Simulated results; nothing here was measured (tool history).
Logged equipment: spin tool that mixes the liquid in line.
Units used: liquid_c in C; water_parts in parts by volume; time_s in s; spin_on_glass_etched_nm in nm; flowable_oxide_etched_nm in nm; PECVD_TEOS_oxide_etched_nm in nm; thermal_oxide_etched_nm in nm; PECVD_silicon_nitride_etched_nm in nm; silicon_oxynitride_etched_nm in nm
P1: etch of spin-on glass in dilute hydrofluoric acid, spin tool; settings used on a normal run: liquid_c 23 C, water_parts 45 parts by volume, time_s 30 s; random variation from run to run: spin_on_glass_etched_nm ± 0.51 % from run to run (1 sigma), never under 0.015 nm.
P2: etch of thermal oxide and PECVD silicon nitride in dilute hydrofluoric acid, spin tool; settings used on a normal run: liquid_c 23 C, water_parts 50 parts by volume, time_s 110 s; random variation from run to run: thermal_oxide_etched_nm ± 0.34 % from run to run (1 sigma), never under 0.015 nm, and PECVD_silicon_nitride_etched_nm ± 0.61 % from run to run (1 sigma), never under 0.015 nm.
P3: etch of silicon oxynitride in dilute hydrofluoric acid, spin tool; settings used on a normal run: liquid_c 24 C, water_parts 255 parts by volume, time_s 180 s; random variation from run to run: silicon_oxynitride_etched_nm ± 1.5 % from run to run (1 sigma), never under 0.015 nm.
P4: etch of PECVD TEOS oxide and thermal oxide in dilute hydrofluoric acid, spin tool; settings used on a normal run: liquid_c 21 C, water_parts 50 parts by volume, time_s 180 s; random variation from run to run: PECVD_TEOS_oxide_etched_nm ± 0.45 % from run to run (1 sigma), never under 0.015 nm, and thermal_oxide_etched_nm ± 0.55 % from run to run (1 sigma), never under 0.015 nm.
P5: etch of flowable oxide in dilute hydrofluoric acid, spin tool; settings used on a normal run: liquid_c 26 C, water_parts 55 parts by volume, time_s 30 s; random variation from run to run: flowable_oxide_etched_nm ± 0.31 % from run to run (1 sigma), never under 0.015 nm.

| run | hour | process | liquid_c | water_parts | time_s | hours since the thermometer was replaced | hours since the hydrofluoric acid flow meter was replaced | spin_on_glass_etched_nm | flowable_oxide_etched_nm | PECVD_TEOS_oxide_etched_nm | thermal_oxide_etched_nm | PECVD_silicon_nitride_etched_nm | silicon_oxynitride_etched_nm |
|---|---|---|---|---|---|---|---|---|---|---|---|---|---|
| 1 | 12.1 | P1 | 23 | 45 | 30 | 242.2 | 809.6 | 28.619 |  |  |  |  |  |
| 2 | 24.6 | P1 | 23 | 45 | 45 | 254.7 | 822.1 | 42.806 |  |  |  |  |  |
| 3 | 36.3 | P5 | 26 | 55 | 30 | 266.4 | 833.8 |  | 20.844 |  |  |  |  |
| 4 | 43.2 | P1 | 23 | 25 | 30 | 273.3 | 840.7 | 52.467 |  |  |  |  |  |
| 5 | 51.4 | P4 | 28.5 | 50 | 180 | 281.5 | 848.9 |  |  | 58.214 | 23.119 |  |  |
| 6 | 62.6 | P5 | 26 | 55 | 60 | 292.7 | 860.1 |  | 41.906 |  |  |  |  |
| 7 | 74 | P2 | 26.5 | 50 | 110 | 304.1 | 871.5 |  |  |  | 12.561 | 5.011 |  |
| 8 | 83 | P4 | 21 | 75 | 180 | 313.1 | 880.5 |  |  | 27.753 | 10.882 |  |  |
| 9 | 92 | P1 | 23 | 45 | 30 | 322.1 | 889.5 | 28.277 |  |  |  |  |  |
| 10 | 102.7 | P3 | 24 | 255 | 180 | 332.8 | 900.2 |  |  |  |  |  | 1.6511 |
| 11 | 112.6 | P5 | 26 | 20 | 30 | 342.7 | 910.1 |  | 60.465 |  |  |  |  |
|  | 116.8 | thermometer replaced |
| 12 | 119 | P1 | 27 | 45 | 30 | 2.3 | 916.5 | 33.467 |  |  |  |  |  |
| 13 | 126.8 | P2 | 23 | 50 | 110 | 10.1 | 924.3 |  |  |  | 10.89 | 4.005 |  |
| 14 | 134.8 | P1 | 23 | 45 | 30 | 18.1 | 932.3 | 28.371 |  |  |  |  |  |
| 15 | 140.6 | P1 | 23 | 45 | 30 | 23.9 | 938.1 | 28.425 |  |  |  |  |  |
| 16 | 153.1 | P1 | 23 | 45 | 15 | 36.4 | 950.6 | 14.12 |  |  |  |  |  |
| 17 | 160.9 | P3 | 18.5 | 255 | 180 | 44.2 | 958.4 |  |  |  |  |  | 1.2604 |
| 18 | 171.9 | P3 | 24 | 255 | 180 | 55.2 | 969.4 |  |  |  |  |  | 1.6793 |
| 19 | 178.1 | P5 | 18.5 | 55 | 30 | 61.4 | 975.6 |  | 15.251 |  |  |  |  |
| 20 | 186.1 | P4 | 21 | 50 | 180 | 69.4 | 983.6 |  |  | 42.473 | 17.067 |  |  |
| 21 | 199.1 | P3 | 24 | 70 | 180 | 82.4 | 996.6 |  |  |  |  |  | 6.9502 |
| 22 | 211.7 | P1 | 23 | 70 | 30 | 95 | 1009.2 | 17.52 |  |  |  |  |  |
| 23 | 221.6 | P4 | 21 | 50 | 25 | 104.9 | 1019.1 |  |  | 5.9475 | 2.3826 |  |  |
| 24 | 229.4 | P2 | 23 | 50 | 110 | 112.7 | 1026.9 |  |  |  | 10.86 | 4.0015 |  |
| 25 | 237 | P2 | 23 | 50 | 15 | 120.3 | 1034.5 |  |  |  | 1.5127 | 0.544 |  |

Run 26 has not been measured yet. What should we expect?
| 26 | 243.1 | P3 | 24 | 255 | 280 | 126.4 | 1040.6 |  |  |  |  |  | ? |

silicon_oxynitride_etched_nm: 2.5411 nm
